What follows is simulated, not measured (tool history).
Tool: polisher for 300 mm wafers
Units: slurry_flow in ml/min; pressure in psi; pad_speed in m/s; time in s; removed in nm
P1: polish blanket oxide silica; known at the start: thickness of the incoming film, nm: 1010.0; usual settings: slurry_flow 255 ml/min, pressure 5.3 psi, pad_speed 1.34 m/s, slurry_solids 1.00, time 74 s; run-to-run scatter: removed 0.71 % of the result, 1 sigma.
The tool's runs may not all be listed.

run   hour  slurry_flow  pressure  pad_speed  slurry_solids  time  removed
  1    6.7          255       5.3       1.34           1.00    74   299.19
  2   20.9          255       5.3       1.34           1.00    74   298.38
  3   31.9          255       5.3       1.34           1.00    35   140.63
  4   45.3          255       5.3       1.78           1.00    74   373.41
  5   53.0          255       5.3       0.68           1.00    74   175.71
  6   64.5          255       7.3       1.34           1.00    74   418.48
  7   70.9          255       3.4       1.34           1.00    74   190.99
  8   77.6          255       5.3       1.34           1.00    74   299.82
  9   91.5          255       5.3       1.34           1.00   115   461.24
 10  105.6          255       5.3       1.34           1.45    74   343.52
 11  115.1          155       5.3       1.34           1.00    74   276.84
 12  126.5          255       5.3       1.34           1.30    39   173.58
 13  134.7          255       5.3       1.34           1.00    74   299.96
 14  141.4          255       5.3       1.34           0.70    74   250.28
 15  152.3          255       5.3       1.34           1.00    74   299.34
 16  163.9          385       5.3       1.34           1.00    74   310.40
 17  172.1          255       5.3       1.34           0.75    56   194.83
 18  180.5          255       5.3       1.34           1.00    74   299.86
 19  189.0          255       5.3       1.34           1.00    74   282.05
 20  199.3          255       5.3       1.34           1.00    74   268.93
 21  206.3          255       5.3       1.34           1.00    74   268.38
     213.6  -- head pressure recalibrated
     214.8  -- conditioning disc replaced and pad reconditioned
     215.7  -- slurry nozzle cleaned
 22  217.0          255       5.3       1.34           1.00    74   259.69
 23  227.6          255       5.3       1.34           1.00    74   262.60
 24  236.3          255       5.3       1.34           1.00    74   260.62

What P1 gives has crept away from where it was. These 2 causes fit the log equally well, each at the size given:
A: removal rate lost through wear of the pad, % = 12.3
B: abrasive missing from the slurry, % = 23.5
The creep began at about hour 180.5.
Why every other cause is out:
slurry flow missing at the pad, %: serviced at hour 215.7, which brought nothing back
head's pressure below its setpoint, %: serviced at hour 213.6, which brought nothing back
time polished since the conditioner stopped cutting, s: serviced at hour 214.8, which brought nothing back

4 check runs are offered, each on 5 wafers whose results are averaged, their results left as question marks. Which one tells the causes apart?
check 1  245.0          255       4.0       1.34           1.00    39        ?
check 2  245.0          370       5.3       1.34           1.00    36        ?
check 3  245.0          155       5.3       1.34           1.00    94        ?
check 4  245.0          255       5.3       1.34           1.40    74        ?

What each check would give under each cause:
  check   result    if A    if B
check 1  removed  103.92  103.98
check 2  removed  131.36  131.44
check 3  removed  310.38  310.54
check 4  removed  300.26  307.17
How far apart the two closest causes lie, in the result that separates them most: check 1 0.05 %; check 2 0.05 %; check 3 0.05 %; check 4 2.27 %
Only check 4 tells the causes apart: in the others they would give nearly the same result.

Then check 4 was run and gave: removed 300.38 nm. Which cause is it?

It is A: removal rate lost through wear of the pad, %.
